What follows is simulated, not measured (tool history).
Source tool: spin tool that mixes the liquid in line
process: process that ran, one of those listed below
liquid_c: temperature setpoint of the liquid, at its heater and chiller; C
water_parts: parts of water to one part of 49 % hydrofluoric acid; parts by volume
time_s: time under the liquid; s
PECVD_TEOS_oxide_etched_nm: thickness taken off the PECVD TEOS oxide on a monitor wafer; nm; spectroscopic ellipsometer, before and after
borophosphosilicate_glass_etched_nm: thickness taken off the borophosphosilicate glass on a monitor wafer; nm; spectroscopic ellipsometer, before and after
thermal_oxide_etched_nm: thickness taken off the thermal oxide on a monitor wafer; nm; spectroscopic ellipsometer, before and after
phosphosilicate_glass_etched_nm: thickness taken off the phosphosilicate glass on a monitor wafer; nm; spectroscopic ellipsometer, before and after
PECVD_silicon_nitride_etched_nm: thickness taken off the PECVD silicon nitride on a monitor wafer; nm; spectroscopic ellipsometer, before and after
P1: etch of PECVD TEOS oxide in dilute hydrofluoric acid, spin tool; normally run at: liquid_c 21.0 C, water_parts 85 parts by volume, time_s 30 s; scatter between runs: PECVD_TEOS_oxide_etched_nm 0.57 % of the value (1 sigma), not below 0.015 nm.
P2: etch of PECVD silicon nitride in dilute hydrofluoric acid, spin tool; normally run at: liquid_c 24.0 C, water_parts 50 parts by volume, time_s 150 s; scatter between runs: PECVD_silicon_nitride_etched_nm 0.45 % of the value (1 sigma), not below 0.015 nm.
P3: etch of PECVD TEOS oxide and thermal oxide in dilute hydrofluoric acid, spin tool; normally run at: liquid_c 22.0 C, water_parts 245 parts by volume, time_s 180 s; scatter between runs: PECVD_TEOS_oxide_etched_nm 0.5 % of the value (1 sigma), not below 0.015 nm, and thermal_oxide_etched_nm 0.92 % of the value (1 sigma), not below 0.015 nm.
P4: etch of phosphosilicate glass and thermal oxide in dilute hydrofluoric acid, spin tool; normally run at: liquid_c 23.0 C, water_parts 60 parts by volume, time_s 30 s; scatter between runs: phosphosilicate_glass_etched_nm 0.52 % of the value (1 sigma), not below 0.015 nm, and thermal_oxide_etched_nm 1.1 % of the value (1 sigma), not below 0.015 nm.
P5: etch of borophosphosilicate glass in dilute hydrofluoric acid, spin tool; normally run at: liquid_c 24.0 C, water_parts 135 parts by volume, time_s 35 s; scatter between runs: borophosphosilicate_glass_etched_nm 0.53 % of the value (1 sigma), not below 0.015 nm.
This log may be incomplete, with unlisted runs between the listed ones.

run	day	process	liquid_c	water_parts	time_s	PECVD_TEOS_oxide_etched_nm	borophosphosilicate_glass_etched_nm	thermal_oxide_etched_nm	phosphosilicate_glass_etched_nm	PECVD_silicon_nitride_etched_nm
1	0.271	P1	21.0	85	30	9.2695				
2	0.575	P5	24.0	135	20		7.4430			
3	0.838	P1	21.0	85	30	9.3082				
4	1.200	P1	21.0	85	30	9.2707				
5	1.392	P3	22.0	245	180	13.1920		2.80810		
6	1.646	P1	17.0	85	30	7.8755				
7	1.879	P1	21.0	85	15	4.6484				
8	2.175	P3	22.0	75	180	51.3550		11.27100		
9	2.542	P4	23.0	60	30			2.48910	29.608	
10	2.833	P3	22.0	245	180	13.0910		2.84220		
11	3.121	P4	23.0	95	30			1.51020	17.914	
12	3.488	P2	29.5	50	150					19.5610
13	3.850	P1	17.5	85	60	16.1400				
14	4.196	P1	21.0	85	45	13.9830				
15	4.408	P5	24.0	135	35		12.9970			
16	4.758	P2	24.0	50	150					13.5290
17	5.071	P4	30.5	60	30			3.31720	40.168	
18	5.358	P5	24.0	190	35		8.6573			
19	5.721	P2	24.0	50	15					1.3653
20	6.054	P1	28.5	85	30	12.4850				
21	6.254	P1	21.0	110	55	12.7790				
22	6.462	P2	24.0	50	150					13.5520
23	6.779	P3	22.0	245	25	1.8051		0.40115		
24	6.979	P4	23.0	60	65			5.40510	64.721	
25	7.225	P1	21.0	85	30	9.3589				
26	7.512	P1	21.0	50	30	16.4170				
27	7.712	P1	21.0	35	45	35.7830				
28	7.896	P1	21.0	145	30	5.0942				
29	8.108	P2	24.0	90	150					7.6216
30	8.317	P5	32.0	135	35		17.5420			
31	8.604	P4	23.0	60	30			2.47590	29.403	
32	8.829	P3	26.5	245	180	15.3190		3.32250		
33	9.108	P1	21.0	85	30	9.3431				
34	9.304	P1	21.0	85	30	9.2932				
35	9.512	P1	21.0	85	30	9.4217				
36	9.829	P1	21.0	85	30	9.5841				
37	10.133	P1	21.0	85	30	9.7165				
38	10.304	P1	21.0	85	30	9.8638				
39	10.550	P1	21.0	85	30	9.7872				
40	10.912	P1	21.0	85	30	9.8283				
41	11.188	P1	21.0	85	30	9.8056				
42	11.450	P1	21.0	85	30	9.8294				
43	11.617	P1	21.0	85	30	9.8338				

What P1 gives has crept away from where it was. These 2 causes fit the log equally well, each at the size given:
A: hydrofluoric acid flow above the setpoint (%) = 5.7
B: liquid hotter than its thermometer reads (K) = 1.49
The process output started creeping at around day 9.304.

Of the 4 check runs below, each run on 2 wafers with the results averaged and each result still a question mark, which one would tell the listed causes apart?
check 1	11.783	P2	24.0	50	25					?
check 2	11.783	P5	27.5	135	20		?			
check 3	11.783	P3	22.0	85	180	?		?		
check 4	11.783	P4	27.5	60	60			?	?	

How each check would come out, cause by cause:
check	result	if A	if B
check 1	PECVD_silicon_nitride_etched_nm	2.3870	2.4985
check 2	borophosphosilicate_glass_etched_nm	9.0707	8.9849
check 3	PECVD_TEOS_oxide_etched_nm	47.5270	47.5000
check 3	thermal_oxide_etched_nm	10.31400	10.30800
check 4	thermal_oxide_etched_nm	6.29540	6.28680
check 4	phosphosilicate_glass_etched_nm	75.680	75.576
Distance between the nearest two causes, measured in the result of the check that separates them most: check 1 4.56 %; check 2 0.95 %; check 3 0.06 %; check 4 0.14 %
Check 1 tells the causes apart: in the others they would give nearly the same result.

The results of check 1 are: PECVD_silicon_nitride_etched_nm 2.4804 nm. Based on these, which of the listed causes is it?

The correct cause is B, namely: liquid hotter than its thermometer reads (K).
